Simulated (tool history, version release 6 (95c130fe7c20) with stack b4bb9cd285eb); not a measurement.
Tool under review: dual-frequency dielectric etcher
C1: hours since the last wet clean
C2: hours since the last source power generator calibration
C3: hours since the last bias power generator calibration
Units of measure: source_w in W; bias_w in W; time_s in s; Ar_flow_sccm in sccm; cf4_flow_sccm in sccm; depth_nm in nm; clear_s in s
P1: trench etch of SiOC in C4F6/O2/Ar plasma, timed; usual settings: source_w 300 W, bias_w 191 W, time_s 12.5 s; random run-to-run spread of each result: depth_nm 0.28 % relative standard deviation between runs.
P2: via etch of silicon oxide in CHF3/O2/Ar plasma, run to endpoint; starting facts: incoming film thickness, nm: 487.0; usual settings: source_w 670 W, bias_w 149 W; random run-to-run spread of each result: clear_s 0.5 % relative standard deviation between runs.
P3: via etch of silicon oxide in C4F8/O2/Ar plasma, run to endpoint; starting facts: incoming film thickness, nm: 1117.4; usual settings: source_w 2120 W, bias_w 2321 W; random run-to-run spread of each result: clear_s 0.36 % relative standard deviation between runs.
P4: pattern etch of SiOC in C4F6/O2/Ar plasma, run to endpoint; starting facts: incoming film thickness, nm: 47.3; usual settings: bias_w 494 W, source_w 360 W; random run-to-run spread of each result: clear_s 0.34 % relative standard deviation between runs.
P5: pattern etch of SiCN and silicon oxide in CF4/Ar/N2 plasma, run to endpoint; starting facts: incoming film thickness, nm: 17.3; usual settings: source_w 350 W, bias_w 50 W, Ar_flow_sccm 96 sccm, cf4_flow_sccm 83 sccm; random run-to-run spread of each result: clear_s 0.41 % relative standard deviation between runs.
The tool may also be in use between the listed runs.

run 1 day=0.267 | process=P1 source_w=300 bias_w=191 time_s=12.5 | C1=306.6 C2=996.1 C3=723.1 | depth_nm=24.368
run 2 day=0.558 | process=P1 source_w=410 bias_w=191 time_s=7.5 | C1=313.6 C2=1003.1 C3=730.1 | depth_nm=16.449
run 3 day=0.733 | process=P5 source_w=350 bias_w=50 Ar_flow_sccm=96 cf4_flow_sccm=106 | C1=317.8 C2=1007.3 C3=734.3 | clear_s=25.936
run 4 day=1.029 | process=P4 source_w=270 bias_w=494 | C1=324.9 C2=1014.4 C3=741.4 | clear_s=18.204
run 5 day=1.262 | process=P3 source_w=2120 bias_w=2775 | C1=330.5 C2=1020.0 C3=747.0 | clear_s=192.990
run 6 day=1.517 | process=P1 source_w=210 bias_w=191 time_s=12.5 | C1=336.6 C2=1026.1 C3=753.1 | depth_nm=21.219
run 7 day=1.817 | process=P3 source_w=2120 bias_w=2321 | C1=343.8 C2=1033.3 C3=760.3 | clear_s=202.870
run 8 day=2.112 | process=P1 source_w=300 bias_w=191 time_s=16.0 | C1=350.9 C2=1040.4 C3=767.4 | depth_nm=31.203
run 9 day=2.400 | process=P5 source_w=270 bias_w=50 Ar_flow_sccm=96 cf4_flow_sccm=83 | C1=357.8 C2=1047.3 C3=774.3 | clear_s=34.037
run 10 day=2.571 | process=P2 source_w=410 bias_w=149 | C1=361.9 C2=1051.4 C3=778.4 | clear_s=305.340
run 11 day=2.846 | process=P2 source_w=670 bias_w=149 | C1=368.5 C2=1058.0 C3=785.0 | clear_s=255.260
run 12 day=3.012 | process=P1 source_w=400 bias_w=191 time_s=12.5 | C1=372.5 C2=1062.0 C3=789.0 | depth_nm=27.263
run 13 day=3.275 | process=P1 source_w=410 bias_w=191 time_s=18.0 | C1=378.8 C2=1068.3 C3=795.3 | depth_nm=39.613
run 14 day=3.446 | process=P5 source_w=350 bias_w=50 Ar_flow_sccm=96 cf4_flow_sccm=83 | C1=382.9 C2=1072.4 C3=799.4 | clear_s=26.967
run 15 day=3.721 | process=P4 source_w=360 bias_w=494 | C1=389.5 C2=1079.0 C3=806.0 | clear_s=16.371
run 16 day=4.000 | process=P1 source_w=300 bias_w=191 time_s=12.5 | C1=396.2 C2=1085.7 C3=812.7 | depth_nm=24.376
run 17 day=4.154 | process=P5 source_w=350 bias_w=34 Ar_flow_sccm=96 cf4_flow_sccm=83 | C1=399.9 C2=1089.4 C3=816.4 | clear_s=30.152
run 18 day=4.329 | process=P1 source_w=300 bias_w=191 time_s=12.5 | C1=404.1 C2=1093.6 C3=820.6 | depth_nm=24.282
run 19 day=4.596 | process=P4 source_w=360 bias_w=359 | C1=410.5 C2=1100.0 C3=827.0 | clear_s=18.383
run 20 day=4.762 | process=P5 source_w=350 bias_w=50 Ar_flow_sccm=57 cf4_flow_sccm=83 | C1=414.5 C2=1104.0 C3=831.0 | clear_s=25.087
run 21 day=4.971 | process=P1 source_w=300 bias_w=191 time_s=8.5 | C1=419.5 C2=1109.0 C3=836.0 | depth_nm=16.535
run 22 day=5.162 | process=P1 source_w=300 bias_w=191 time_s=12.5 | C1=424.1 C2=1113.6 C3=840.6 | depth_nm=24.328
run 23 day=5.383 | process=P3 source_w=3010 bias_w=2321 | C1=429.4 C2=1118.9 C3=845.9 | clear_s=177.090
run 24 day=5.542 | process=P1 source_w=300 bias_w=268 time_s=12.5 | C1=433.2 C2=1122.7 C3=849.7 | depth_nm=27.176
run 25 day=5.733 | process=P1 source_w=300 bias_w=191 time_s=12.5 | C1=437.8 C2=1127.3 C3=854.3 | depth_nm=24.469
run 26 day=6.012 | process=P1 source_w=300 bias_w=119 time_s=12.5 | C1=444.5 C2=1134.0 C3=861.0 | depth_nm=20.853
run 27 day=6.162 | process=P2 source_w=670 bias_w=97 | C1=448.1 C2=1137.6 C3=864.6 | clear_s=287.690
run 28 day=6.442 | process=P1 source_w=300 bias_w=191 time_s=12.5 | C1=454.8 C2=1144.3 C3=871.3 | depth_nm=24.299
run 29 day=6.721 | process=P1 source_w=300 bias_w=191 time_s=12.5 | C1=461.5 C2=1151.0 C3=878.0 | depth_nm=24.209
run 30 day=6.946 | process=P1 source_w=300 bias_w=191 time_s=12.5 | C1=466.9 C2=1156.4 C3=883.4 | depth_nm=24.159
run 31 day=7.162 | process=P1 source_w=300 bias_w=191 time_s=12.5 | C1=472.1 C2=1161.6 C3=888.6 | depth_nm=24.067
-- day=7.342 wet clean of the chamber
run 32 day=7.383 | process=P1 source_w=300 bias_w=191 time_s=12.5 | C1=1.1 C2=1166.9 C3=893.9 | depth_nm=23.950
run 33 day=7.688 | process=P1 source_w=300 bias_w=191 time_s=12.5 | C1=8.4 C2=1174.2 C3=901.2 | depth_nm=24.042
run 34 day=7.933 | process=P1 source_w=300 bias_w=191 time_s=12.5 | C1=14.3 C2=1180.1 C3=907.1 | depth_nm=23.984
run 35 day=8.238 | process=P1 source_w=300 bias_w=191 time_s=12.5 | C1=21.6 C2=1187.4 C3=914.4 | depth_nm=23.904
run 36 day=8.421 | process=P1 source_w=300 bias_w=191 time_s=12.5 | C1=26.0 C2=1191.8 C3=918.8 | depth_nm=24.061

The log shows P1 creeping away from where it was. Any of the 2 causes listed here, at the size stated for it, fits the log just as well as the others:
A: bias power that arrives under what is set, % = 4.35
B: source power that arrives under what is set, % = 3.69
The drift started at roughly day 6.721.
The rest of the possible causes, and what rules out each one:
chamber walls in a state that lowers the etch rate, %: serviced at day 7.342, after the change had begun; the process did not return to its earlier output

4 check runs are offered, each on 2 wafers whose results are averaged, their results left as question marks. Which one tells the causes apart?
run check 1 day=8.604 | process=P3 source_w=2540 bias_w=2699 | clear_s=?
run check 2 day=8.604 | process=P5 source_w=350 bias_w=50 Ar_flow_sccm=59 cf4_flow_sccm=96 | clear_s=?
run check 3 day=8.604 | process=P4 source_w=310 bias_w=494 | clear_s=?
run check 4 day=8.604 | process=P2 source_w=550 bias_w=102 | clear_s=?

Outcome of each check run for each possible cause:
check=check_1 result=clear_s if_A=183.240 if_B=183.530
check=check_2 result=clear_s if_A=25.163 if_B=25.709
check=check_3 result=clear_s if_A=17.592 if_B=17.540
check=check_4 result=clear_s if_A=312.970 if_B=313.510
Separation of the two closest causes in each check, using whichever result separates them best: check 1 0.16 %; check 2 2.15 %; check 3 0.29 %; check 4 0.17 %
Only in check 2 would the causes give clearly different results; in the remaining checks their results would be nearly the same.

With check 2 done, the readings were: clear_s 25.174 s. Identify which of the listed causes applies.

The cause is A: bias power that arrives under what is set, %.
